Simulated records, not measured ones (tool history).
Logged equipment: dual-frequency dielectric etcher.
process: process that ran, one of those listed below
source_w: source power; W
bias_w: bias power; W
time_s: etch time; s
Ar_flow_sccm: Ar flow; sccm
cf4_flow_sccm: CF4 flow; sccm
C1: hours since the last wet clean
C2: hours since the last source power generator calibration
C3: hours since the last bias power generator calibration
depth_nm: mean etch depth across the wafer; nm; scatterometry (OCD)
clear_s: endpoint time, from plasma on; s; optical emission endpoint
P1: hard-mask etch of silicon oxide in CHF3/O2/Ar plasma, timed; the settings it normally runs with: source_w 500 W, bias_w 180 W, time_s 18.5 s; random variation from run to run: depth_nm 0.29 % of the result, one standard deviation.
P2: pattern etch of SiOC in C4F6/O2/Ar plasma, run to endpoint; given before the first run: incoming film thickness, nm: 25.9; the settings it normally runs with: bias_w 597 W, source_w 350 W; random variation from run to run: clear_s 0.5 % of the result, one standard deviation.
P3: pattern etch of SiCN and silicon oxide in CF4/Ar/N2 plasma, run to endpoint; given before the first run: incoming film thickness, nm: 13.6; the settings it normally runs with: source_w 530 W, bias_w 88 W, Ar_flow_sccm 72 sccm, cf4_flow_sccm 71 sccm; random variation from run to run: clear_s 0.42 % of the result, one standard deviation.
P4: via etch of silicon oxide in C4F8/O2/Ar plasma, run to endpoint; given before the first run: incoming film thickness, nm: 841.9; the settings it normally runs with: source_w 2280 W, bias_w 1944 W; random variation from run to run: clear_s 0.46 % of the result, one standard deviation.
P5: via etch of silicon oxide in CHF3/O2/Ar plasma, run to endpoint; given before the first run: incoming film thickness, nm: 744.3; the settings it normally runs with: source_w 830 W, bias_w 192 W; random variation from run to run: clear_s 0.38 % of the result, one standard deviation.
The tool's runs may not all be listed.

{"run": 1, "hour": 9.8, "process": "P1", "source_w": 500, "bias_w": 180, "time_s": 18.5, "C1": 365.9, "C2": 1016.3, "C3": 830.3, "depth_nm": 33.966}
{"run": 2, "hour": 22.9, "process": "P2", "source_w": 350, "bias_w": 597, "C1": 379, "C2": 1029.4, "C3": 843.4, "clear_s": 8.5844}
{"run": 3, "hour": 39.8, "process": "P2", "source_w": 350, "bias_w": 820, "C1": 395.9, "C2": 1046.3, "C3": 860.3, "clear_s": 7.5243}
{"run": 4, "hour": 56.2, "process": "P4", "source_w": 1860, "bias_w": 1944, "C1": 412.3, "C2": 1062.7, "C3": 876.7, "clear_s": 167.44}
{"run": 5, "hour": 69.6, "process": "P3", "source_w": 530, "bias_w": 114, "Ar_flow_sccm": 72, "cf4_flow_sccm": 71, "C1": 425.7, "C2": 1076.1, "C3": 890.1, "clear_s": 11.178}
{"run": 6, "hour": 87.1, "process": "P5", "source_w": 830, "bias_w": 192, "C1": 443.2, "C2": 1093.6, "C3": 907.6, "clear_s": 328.1}
{"run": 7, "hour": 96.6, "process": "P1", "source_w": 500, "bias_w": 180, "time_s": 18.5, "C1": 452.7, "C2": 1103.1, "C3": 917.1, "depth_nm": 33.857}
{"run": 8, "hour": 105.8, "process": "P1", "source_w": 500, "bias_w": 180, "time_s": 14.5, "C1": 461.9, "C2": 1112.3, "C3": 926.3, "depth_nm": 26.741}
{"run": 9, "hour": 119.4, "process": "P5", "source_w": 1140, "bias_w": 192, "C1": 475.5, "C2": 1125.9, "C3": 939.9, "clear_s": 288.09}
{"run": 10, "hour": 134.8, "process": "P1", "source_w": 500, "bias_w": 211, "time_s": 10.5, "C1": 490.9, "C2": 1141.3, "C3": 955.3, "depth_nm": 20.283}
{"run": 11, "hour": 147.8, "process": "P1", "source_w": 500, "bias_w": 180, "time_s": 18.5, "C1": 503.9, "C2": 1154.3, "C3": 968.3, "depth_nm": 33.865}
{"run": 12, "hour": 155.5, "process": "P1", "source_w": 310, "bias_w": 140, "time_s": 18.5, "C1": 511.6, "C2": 1162, "C3": 976, "depth_nm": 25.891}
{"run": 13, "hour": 164.4, "process": "P3", "source_w": 530, "bias_w": 88, "Ar_flow_sccm": 72, "cf4_flow_sccm": 71, "C1": 520.5, "C2": 1170.9, "C3": 984.9, "clear_s": 12.178}
{"run": 14, "hour": 173.5, "process": "P3", "source_w": 530, "bias_w": 88, "Ar_flow_sccm": 72, "cf4_flow_sccm": 89, "C1": 529.6, "C2": 1180, "C3": 994, "clear_s": 11.828}
{"run": 15, "hour": 187.1, "process": "P1", "source_w": 500, "bias_w": 180, "time_s": 18.5, "C1": 543.2, "C2": 1193.6, "C3": 1007.6, "depth_nm": 33.85}
{"run": 16, "hour": 200.1, "process": "P4", "source_w": 2280, "bias_w": 1944, "C1": 556.2, "C2": 1206.6, "C3": 1020.6, "clear_s": 154.23}
{"run": 17, "hour": 215.2, "process": "P5", "source_w": 830, "bias_w": 126, "C1": 571.3, "C2": 1221.7, "C3": 1035.7, "clear_s": 372.6}
{"run": 18, "hour": 230.4, "process": "P1", "source_w": 310, "bias_w": 180, "time_s": 18.5, "C1": 586.5, "C2": 1236.9, "C3": 1050.9, "depth_nm": 28.303}
{"run": 19, "hour": 241.8, "process": "P5", "source_w": 830, "bias_w": 192, "C1": 597.9, "C2": 1248.3, "C3": 1062.3, "clear_s": 325.85}
{"run": 20, "hour": 250.1, "process": "P1", "source_w": 620, "bias_w": 180, "time_s": 18.5, "C1": 606.2, "C2": 1256.6, "C3": 1070.6, "depth_nm": 36.781}
{"run": 21, "hour": 258.7, "process": "P2", "source_w": 350, "bias_w": 597, "C1": 614.8, "C2": 1265.2, "C3": 1079.2, "clear_s": 8.6528}
{"run": 22, "hour": 273.0, "process": "P1", "source_w": 500, "bias_w": 180, "time_s": 18.5, "C1": 629.1, "C2": 1279.5, "C3": 1093.5, "depth_nm": 33.943}
{"run": 23, "hour": 290.5, "process": "P1", "source_w": 500, "bias_w": 180, "time_s": 25, "C1": 646.6, "C2": 1297, "C3": 1111, "depth_nm": 46.038}

Run 24 comes next. What will it give?
{"run": 24, "hour": 301.4, "process": "P4", "source_w": 2280, "bias_w": 1944, "C1": 657.5, "C2": 1307.9, "C3": 1121.9, "clear_s": "?"}

Run 24 yielded clear_s 152.84 s.
